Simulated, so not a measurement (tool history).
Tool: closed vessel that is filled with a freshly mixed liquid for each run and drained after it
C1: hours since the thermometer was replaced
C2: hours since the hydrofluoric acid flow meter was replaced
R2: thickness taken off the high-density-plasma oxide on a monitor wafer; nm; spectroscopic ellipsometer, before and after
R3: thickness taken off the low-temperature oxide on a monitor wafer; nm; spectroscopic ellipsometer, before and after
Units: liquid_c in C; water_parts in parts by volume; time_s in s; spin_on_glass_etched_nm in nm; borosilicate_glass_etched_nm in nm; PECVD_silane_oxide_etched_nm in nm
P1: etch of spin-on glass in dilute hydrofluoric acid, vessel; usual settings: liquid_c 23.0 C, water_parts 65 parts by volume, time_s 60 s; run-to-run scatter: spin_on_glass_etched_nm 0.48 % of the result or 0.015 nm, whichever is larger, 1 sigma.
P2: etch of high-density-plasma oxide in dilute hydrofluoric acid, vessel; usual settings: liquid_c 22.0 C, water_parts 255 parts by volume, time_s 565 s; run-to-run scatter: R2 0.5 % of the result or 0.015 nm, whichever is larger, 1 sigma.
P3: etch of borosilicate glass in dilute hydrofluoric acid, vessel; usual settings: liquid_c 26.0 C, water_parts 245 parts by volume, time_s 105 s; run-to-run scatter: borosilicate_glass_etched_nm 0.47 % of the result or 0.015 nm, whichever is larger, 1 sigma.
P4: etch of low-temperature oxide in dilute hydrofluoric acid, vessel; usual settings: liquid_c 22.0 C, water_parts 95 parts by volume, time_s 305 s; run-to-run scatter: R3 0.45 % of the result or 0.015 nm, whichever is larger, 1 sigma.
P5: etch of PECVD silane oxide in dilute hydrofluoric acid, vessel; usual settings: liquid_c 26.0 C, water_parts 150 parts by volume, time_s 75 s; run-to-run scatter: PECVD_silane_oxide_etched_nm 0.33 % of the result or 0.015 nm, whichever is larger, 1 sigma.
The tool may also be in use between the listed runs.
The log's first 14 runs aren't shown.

run 15 hour=164.3 | process=P2 liquid_c=22.0 water_parts=255 time_s=1065 | C1=1604.0 C2=856.6 | R2=19.219
run 16 hour=176.1 | process=P5 liquid_c=18.5 water_parts=150 time_s=75 | C1=1615.8 C2=868.4 | PECVD_silane_oxide_etched_nm=8.5493
run 17 hour=182.5 | process=P4 liquid_c=22.0 water_parts=30 time_s=305 | C1=1622.2 C2=874.8 | R3=169.3900
run 18 hour=194.0 | process=P1 liquid_c=23.0 water_parts=65 time_s=120 | C1=1633.7 C2=886.3 | spin_on_glass_etched_nm=119.840
run 19 hour=203.2 | process=P3 liquid_c=21.5 water_parts=245 time_s=105 | C1=1642.9 C2=895.5 | borosilicate_glass_etched_nm=11.7070
run 20 hour=216.1 | process=P5 liquid_c=26.0 water_parts=150 time_s=75 | C1=1655.8 C2=908.4 | PECVD_silane_oxide_etched_nm=11.5270
run 21 hour=228.0 | process=P4 liquid_c=22.0 water_parts=95 time_s=305 | C1=1667.7 C2=920.3 | R3=49.1170
run 22 hour=235.0 | process=P1 liquid_c=17.0 water_parts=65 time_s=60 | C1=1674.7 C2=927.3 | spin_on_glass_etched_nm=46.561
run 23 hour=246.2 | process=P1 liquid_c=23.0 water_parts=65 time_s=60 | C1=1685.9 C2=938.5 | spin_on_glass_etched_nm=60.492
run 24 hour=258.6 | process=P1 liquid_c=23.0 water_parts=30 time_s=60 | C1=1698.3 C2=950.9 | spin_on_glass_etched_nm=136.000
run 25 hour=265.7 | process=P1 liquid_c=29.5 water_parts=65 time_s=60 | C1=1705.4 C2=958.0 | spin_on_glass_etched_nm=78.320
run 26 hour=278.5 | process=P1 liquid_c=23.0 water_parts=65 time_s=60 | C1=1718.2 C2=970.8 | spin_on_glass_etched_nm=59.952
run 27 hour=289.1 | process=P3 liquid_c=26.0 water_parts=245 time_s=210 | C1=1728.8 C2=981.4 | borosilicate_glass_etched_nm=27.7440
run 28 hour=296.8 | process=P3 liquid_c=26.0 water_parts=440 time_s=105 | C1=1736.5 C2=989.1 | borosilicate_glass_etched_nm=6.3663

Forecast run 29:
run 29 hour=305.7 | process=P3 liquid_c=26.0 water_parts=245 time_s=105 | C1=1745.4 C2=998.0 | borosilicate_glass_etched_nm=?

borosilicate_glass_etched_nm: 13.6860 nm

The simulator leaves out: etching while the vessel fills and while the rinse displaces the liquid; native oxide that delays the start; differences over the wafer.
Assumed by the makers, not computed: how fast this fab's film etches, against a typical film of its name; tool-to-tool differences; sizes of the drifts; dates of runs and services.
